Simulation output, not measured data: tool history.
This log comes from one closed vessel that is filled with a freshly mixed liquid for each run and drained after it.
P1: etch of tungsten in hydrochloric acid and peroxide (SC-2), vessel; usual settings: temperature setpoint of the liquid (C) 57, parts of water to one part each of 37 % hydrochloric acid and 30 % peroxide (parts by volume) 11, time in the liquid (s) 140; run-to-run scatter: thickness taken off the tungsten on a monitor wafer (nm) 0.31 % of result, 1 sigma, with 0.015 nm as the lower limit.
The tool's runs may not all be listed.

| run | day | temperature setpoint of the liquid (C) | parts of water to one part each of 37 % hydrochloric acid and 30 % peroxide (parts by volume) | time in the liquid (s) | thickness taken off the tungsten on a monitor wafer (nm) |
|---|---|---|---|---|---|
| 1 | 0.467 | 57 | 11 | 140 | 25.3260 |
| 2 | 0.783 | 71 | 11 | 140 | 60.1820 |
| 3 | 1.267 | 57 | 11 | 280 | 50.9470 |
| 4 | 1.708 | 44 | 11 | 140 | 10.7260 |
|  | 2.067 | thermometer replaced |
| 5 | 2.079 | 57 | 11 | 140 | 25.5360 |
| 6 | 2.346 | 57 | 11 | 140 | 25.4430 |
| 7 | 2.767 | 57 | 4 | 265 | 105.0000 |
| 8 | 3.121 | 57 | 18 | 140 | 16.5610 |
| 9 | 3.562 | 57 | 11 | 140 | 25.3280 |
| 10 | 3.875 | 57 | 4 | 140 | 55.1380 |
| 11 | 4.379 | 57 | 11 | 140 | 25.5140 |
| 12 | 4.671 | 57 | 11 | 30 | 5.4452 |
| 13 | 5.229 | 57 | 11 | 140 | 25.3220 |
| 14 | 5.550 | 57 | 11 | 140 | 25.4670 |

Forecast run 15:
| 15 | 6.054 | 57 | 11 | 140 | ? |

Run 15 produced thickness taken off the tungsten on a monitor wafer (nm) 26.1440.
